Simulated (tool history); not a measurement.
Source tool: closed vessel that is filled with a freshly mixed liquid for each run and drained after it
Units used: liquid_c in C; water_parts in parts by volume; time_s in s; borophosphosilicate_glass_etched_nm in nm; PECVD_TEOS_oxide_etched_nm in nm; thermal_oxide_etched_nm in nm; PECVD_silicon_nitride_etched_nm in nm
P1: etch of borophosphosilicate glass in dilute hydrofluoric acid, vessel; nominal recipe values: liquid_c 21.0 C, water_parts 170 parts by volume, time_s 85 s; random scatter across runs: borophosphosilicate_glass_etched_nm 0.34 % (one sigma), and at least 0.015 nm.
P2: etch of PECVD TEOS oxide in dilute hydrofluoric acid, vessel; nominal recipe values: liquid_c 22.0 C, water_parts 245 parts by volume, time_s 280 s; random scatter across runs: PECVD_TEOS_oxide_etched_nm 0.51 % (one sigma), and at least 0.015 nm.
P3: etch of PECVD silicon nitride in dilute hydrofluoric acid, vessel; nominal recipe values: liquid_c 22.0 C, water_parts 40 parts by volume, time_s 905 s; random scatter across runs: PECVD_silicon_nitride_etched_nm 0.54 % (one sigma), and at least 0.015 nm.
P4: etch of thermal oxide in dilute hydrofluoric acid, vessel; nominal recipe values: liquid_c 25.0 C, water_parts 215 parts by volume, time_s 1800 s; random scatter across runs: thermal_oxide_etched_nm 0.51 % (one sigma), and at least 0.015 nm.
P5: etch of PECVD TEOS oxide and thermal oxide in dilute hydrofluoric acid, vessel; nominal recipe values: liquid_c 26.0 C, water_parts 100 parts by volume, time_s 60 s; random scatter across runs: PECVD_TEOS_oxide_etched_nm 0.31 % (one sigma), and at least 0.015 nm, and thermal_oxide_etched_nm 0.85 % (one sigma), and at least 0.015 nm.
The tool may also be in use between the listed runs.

run   hour  process  liquid_c  water_parts  time_s  hours since the thermometer was replaced  hours since the hydrofluoric acid flow meter was replaced  borophosphosilicate_glass_etched_nm  PECVD_TEOS_oxide_etched_nm  thermal_oxide_etched_nm  PECVD_silicon_nitride_etched_nm
  1   12.6       P1      21.0          170      85                                     422.4                                                     1339.1                              17.2860
  2   24.7       P5      26.0          100     115                                     434.5                                                     1351.2                                                          19.4320                   5.9109
  3   32.9       P1      21.0          170     140                                     442.7                                                     1359.4                              28.4250
  4   39.4       P1      21.0          170      85                                     449.2                                                     1365.9                              17.2210
  5   46.6       P2      28.0          245     280                                     456.4                                                     1373.1                                                           9.6866
  6   58.1       P3      22.0           40     905                                     467.9                                                     1384.6                                                                                                                     44.683
  7   65.7       P4      25.0          335    1800                                     475.5                                                     1392.2                                                                                   21.0090
  8   71.8       P1      21.0          240      85                                     481.6                                                     1398.3                              11.3770
  9   81.1       P1      21.0          170      85                                     490.9                                                     1407.6                              17.1710
 10   88.4       P1      21.0          170      40                                     498.2                                                     1414.9                               8.0596
 11   97.4       P2      22.0          245      70                                     507.2                                                     1423.9                                                           1.9418
 12  104.7       P4      17.5          215    1800                                     514.5                                                     1431.2                                                                                   27.6370
 13  116.1       P3      22.0           65     905                                     525.9                                                     1442.6                                                                                                                     27.728
 14  123.7       P5      20.0          100      60                                     533.5                                                     1450.2                                                           7.9573                   2.3843
 15  130.5       P4      25.0          215     700                                     540.3                                                     1457.0                                                                                   14.3340
 16  143.6       P1      17.0          170      85                                     553.4                                                     1470.1                              14.6930
 17  155.6       P1      21.0          170      85                                     565.4                                                     1482.1                              17.2090
 18  168.2       P5      26.0          100      60                                     578.0                                                     1494.7                                                          10.0960                   3.0693
 19  177.0       P5      26.0          170      60                                     586.8                                                     1503.5                                                           5.4680                   1.6561
 20  189.6       P2      22.0          245     280                                     599.4                                                     1516.1                                                           7.8215
 21  200.9       P1      21.0           80     165                                     610.7                                                     1527.4                              78.4590
 22  211.9       P3      22.0           40     445                                     621.7                                                     1538.4                                                                                                                     22.096
 23  222.9       P1      21.0          170      85                                     632.7                                                     1549.4                              17.2060
 24  232.8       P1      17.0          300      85                                     642.6                                                     1559.3                               7.4156
 25  241.5       P1      21.0           35      85                                     651.3                                                     1568.0                              97.3690
 26  253.7       P1      21.0          170      85                                     663.5                                                     1580.2                              17.2730
 27  266.0       P2      22.0           60     280                                     675.8                                                     1592.5                                                          39.2970
 28  276.5       P1      26.0          170      85                                     686.3                                                     1603.0                              20.7890
 29  286.1       P4      25.0          215    1800                                     695.9                                                     1612.6                                                                                   36.8580
 30  295.4       P3      17.0           40     905                                     705.2                                                     1621.9                                                                                                                     31.326
 31  307.0       P2      22.0          245     280                                     716.8                                                     1633.5                                                           7.8619
 32  315.4       P1      21.0          170      85                                     725.2                                                     1641.9                              17.1860
 33  327.5       P1      21.0          170      85                                     737.3                                                     1654.0                              16.7760
 34  338.5       P1      21.0          170      85                                     748.3                                                     1665.0                              16.3720
 35  349.9       P1      21.0          170      85                                     759.7                                                     1676.4                              16.2560
 36  361.0       P1      21.0          170      85                                     770.8                                                     1687.5                              16.1810
 37  370.8       P1      21.0          170      85                                     780.6                                                     1697.3                              16.2280
 38  382.5       P1      21.0          170      85                                     792.3                                                     1709.0                              16.1530

Compared with where it was, what P1 gives has crept away. Each cause listed below fits the log as well as the rest, at the size given for it:
A: hydrofluoric acid flow below the setpoint (%) = 5.13
B: liquid colder than its thermometer reads (K) = 1.59
The creep began at about hour 315.4.

Which of the 4 check runs listed below separates the causes, so that each cause would produce a clearly different result? Each run uses one wafer, and its results are marked with question marks.
check 1  394.2       P4      25.0          215    1800                                                                                                                                                                                              ?
check 2  394.2       P5      26.0          100      60                                                                                                                                                                     ?                        ?
check 3  394.2       P3      22.0           40     905                                                                                                                                                                                                                               ?
check 4  394.2       P2      22.0          245     280                                                                                                                                                                     ?

What every check run would give for each of its results, assuming each possible cause in turn:
  check                           result     if A     if B
check 1          thermal_oxide_etched_nm  34.4960  34.7420
check 2       PECVD_TEOS_oxide_etched_nm   9.5060   9.4806
check 2          thermal_oxide_etched_nm   2.8860   2.8783
check 3  PECVD_silicon_nitride_etched_nm   42.539   40.107
check 4       PECVD_TEOS_oxide_etched_nm   7.3465   7.3950
Minimum pairwise separation of causes per check, each pair taken at its best-separating result: check 1 0.71 %; check 2 0.27 %; check 3 5.89 %; check 4 0.66 %
Only in check 3 would the causes give clearly different results; in the remaining checks their results would be nearly the same.

With check 3 done, the readings were: PECVD_silicon_nitride_etched_nm 39.971 nm. Identify which of the listed causes applies.

Of the candidate causes, it is B: liquid colder than its thermometer reads (K).

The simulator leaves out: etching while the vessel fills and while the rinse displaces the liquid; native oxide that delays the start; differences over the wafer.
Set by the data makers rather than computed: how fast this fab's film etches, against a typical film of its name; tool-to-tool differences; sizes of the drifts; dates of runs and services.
